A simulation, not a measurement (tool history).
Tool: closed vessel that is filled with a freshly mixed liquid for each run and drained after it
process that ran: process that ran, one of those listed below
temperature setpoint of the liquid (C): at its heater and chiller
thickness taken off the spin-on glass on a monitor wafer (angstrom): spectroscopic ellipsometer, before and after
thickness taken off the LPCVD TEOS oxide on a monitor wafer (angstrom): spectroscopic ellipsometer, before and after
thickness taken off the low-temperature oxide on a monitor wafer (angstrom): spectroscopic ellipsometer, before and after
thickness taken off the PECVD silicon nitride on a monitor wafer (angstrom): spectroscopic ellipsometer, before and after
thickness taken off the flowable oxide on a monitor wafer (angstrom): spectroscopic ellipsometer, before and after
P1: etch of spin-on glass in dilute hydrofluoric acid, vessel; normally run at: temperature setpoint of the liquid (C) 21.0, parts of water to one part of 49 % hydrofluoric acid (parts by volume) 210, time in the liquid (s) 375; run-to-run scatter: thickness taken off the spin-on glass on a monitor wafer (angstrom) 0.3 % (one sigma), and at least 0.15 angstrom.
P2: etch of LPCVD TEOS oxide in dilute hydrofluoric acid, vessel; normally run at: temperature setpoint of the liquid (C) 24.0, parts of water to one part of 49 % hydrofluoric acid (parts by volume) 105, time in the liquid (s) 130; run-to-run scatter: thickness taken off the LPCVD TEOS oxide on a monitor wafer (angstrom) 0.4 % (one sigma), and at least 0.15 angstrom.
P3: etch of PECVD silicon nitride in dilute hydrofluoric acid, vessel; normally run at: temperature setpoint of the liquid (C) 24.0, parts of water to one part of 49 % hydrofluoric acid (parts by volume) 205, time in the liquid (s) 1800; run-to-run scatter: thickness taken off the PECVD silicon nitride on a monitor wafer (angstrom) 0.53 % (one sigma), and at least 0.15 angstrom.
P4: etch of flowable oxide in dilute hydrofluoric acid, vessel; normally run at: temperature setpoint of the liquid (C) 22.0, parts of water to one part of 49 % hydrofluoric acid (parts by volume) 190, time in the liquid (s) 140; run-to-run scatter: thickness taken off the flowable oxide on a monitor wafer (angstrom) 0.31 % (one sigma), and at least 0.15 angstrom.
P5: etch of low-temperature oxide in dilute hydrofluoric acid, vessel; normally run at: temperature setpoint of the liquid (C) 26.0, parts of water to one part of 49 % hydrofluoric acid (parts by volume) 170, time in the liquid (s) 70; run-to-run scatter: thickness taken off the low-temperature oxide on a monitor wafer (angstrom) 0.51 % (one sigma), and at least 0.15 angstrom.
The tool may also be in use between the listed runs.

run	hour	process that ran	temperature setpoint of the liquid (C)	parts of water to one part of 49 % hydrofluoric acid (parts by volume)	time in the liquid (s)	thickness taken off the spin-on glass on a monitor wafer (angstrom)	thickness taken off the LPCVD TEOS oxide on a monitor wafer (angstrom)	thickness taken off the low-temperature oxide on a monitor wafer (angstrom)	thickness taken off the PECVD silicon nitride on a monitor wafer (angstrom)	thickness taken off the flowable oxide on a monitor wafer (angstrom)
1	11.8	P1	21.0	210	375	400.10				
2	22.0	P2	31.0	105	130		269.210			
3	28.4	P5	26.0	170	70			109.54		
4	41.3	P3	24.0	205	730				92.293	
5	51.1	P2	24.0	105	130		206.650			
6	58.7	P4	22.0	190	140					269.64
7	67.9	P5	26.0	170	70			109.35		
8	80.5	P1	21.0	360	375	203.42				
9	92.3	P1	21.0	210	200	213.40				
10	106.1	P3	24.0	205	1800				228.120	
11	118.0	P1	21.0	210	375	398.96				
12	130.8	P2	24.0	105	30		47.411			
13	141.5	P3	24.0	350	1800				134.380	
14	155.3	P4	22.0	190	140					269.04
15	163.4	P3	29.0	205	1800				309.900	
16	172.4	P5	26.0	170	105			164.00		
17	186.2	P5	21.5	170	70			92.21		
# hour 186.7: thermometer replaced
18	196.3	P5	26.0	80	70			260.32		
19	204.9	P3	24.0	205	1800				230.290	
20	216.0	P1	17.0	210	375	341.73				
# hour 222.7: hydrofluoric acid flow meter replaced
21	224.2	P1	21.0	210	375	398.94				
22	236.7	P1	26.0	210	375	480.27				
23	246.7	P4	22.0	190	75					144.64
24	261.0	P1	21.0	210	375	399.56				
25	268.7	P2	24.0	105	130		205.950			
26	279.2	P1	17.0	210	205	188.23				
27	293.0	P1	21.0	210	670	710.68				
28	302.5	P2	24.0	65	130		347.480			
29	310.7	P1	21.0	40	375	2534.50				
30	322.8	P1	17.0	210	600	546.58				
31	329.1	P4	22.0	300	140					153.43
32	337.1	P4	26.0	190	140					311.01
33	348.4	P1	21.0	210	375	399.83				
34	357.2	P1	21.0	210	375	410.32				
35	369.9	P1	21.0	210	375	421.27				
36	380.9	P1	21.0	210	375	426.78				
37	387.2	P1	21.0	210	375	428.61				
38	394.8	P1	21.0	210	375	429.73				
39	406.8	P1	21.0	210	375	431.21				
40	419.8	P1	21.0	210	375	435.55				
41	432.3	P1	21.0	210	375	433.62				
42	445.7	P1	21.0	210	375	437.08				
43	456.2	P1	21.0	210	375	436.22				
44	463.0	P1	21.0	210	375	438.72				

What P1 gives has crept away from where it was. These 2 causes fit the log equally well, each at the size given:
A: liquid hotter than its thermometer reads (K) = 2.42
B: hydrofluoric acid flow above the setpoint (%) = 7.82
The creep began at about hour 348.4.

4 check runs are offered, one wafer each, their results left as question marks. Which one tells the causes apart?
check 1	469.8	P4	22.0	190	140					?
check 2	469.8	P2	24.0	105	130		?			
check 3	469.8	P5	26.0	170	70			?		
check 4	469.8	P3	24.0	205	1800				?	

What each check would give under each cause:
check	result	if A	if B
check 1	thickness taken off the flowable oxide on a monitor wafer (angstrom)	295.09	294.76
check 2	thickness taken off the LPCVD TEOS oxide on a monitor wafer (angstrom)	226.260	224.050
check 3	thickness taken off the low-temperature oxide on a monitor wafer (angstrom)	119.22	119.41
check 4	thickness taken off the PECVD silicon nitride on a monitor wafer (angstrom)	266.360	246.740
How far apart the two closest causes lie, in the result that separates them most: check 1 0.11 %; check 2 0.98 %; check 3 0.16 %; check 4 7.65 %
Only check 4 tells the causes apart: in the others they would give nearly the same result.

Then check 4 was run and gave: thickness taken off the PECVD silicon nitride on a monitor wafer (angstrom) 245.730. Which cause is it?

It is B: hydrofluoric acid flow above the setpoint (%).
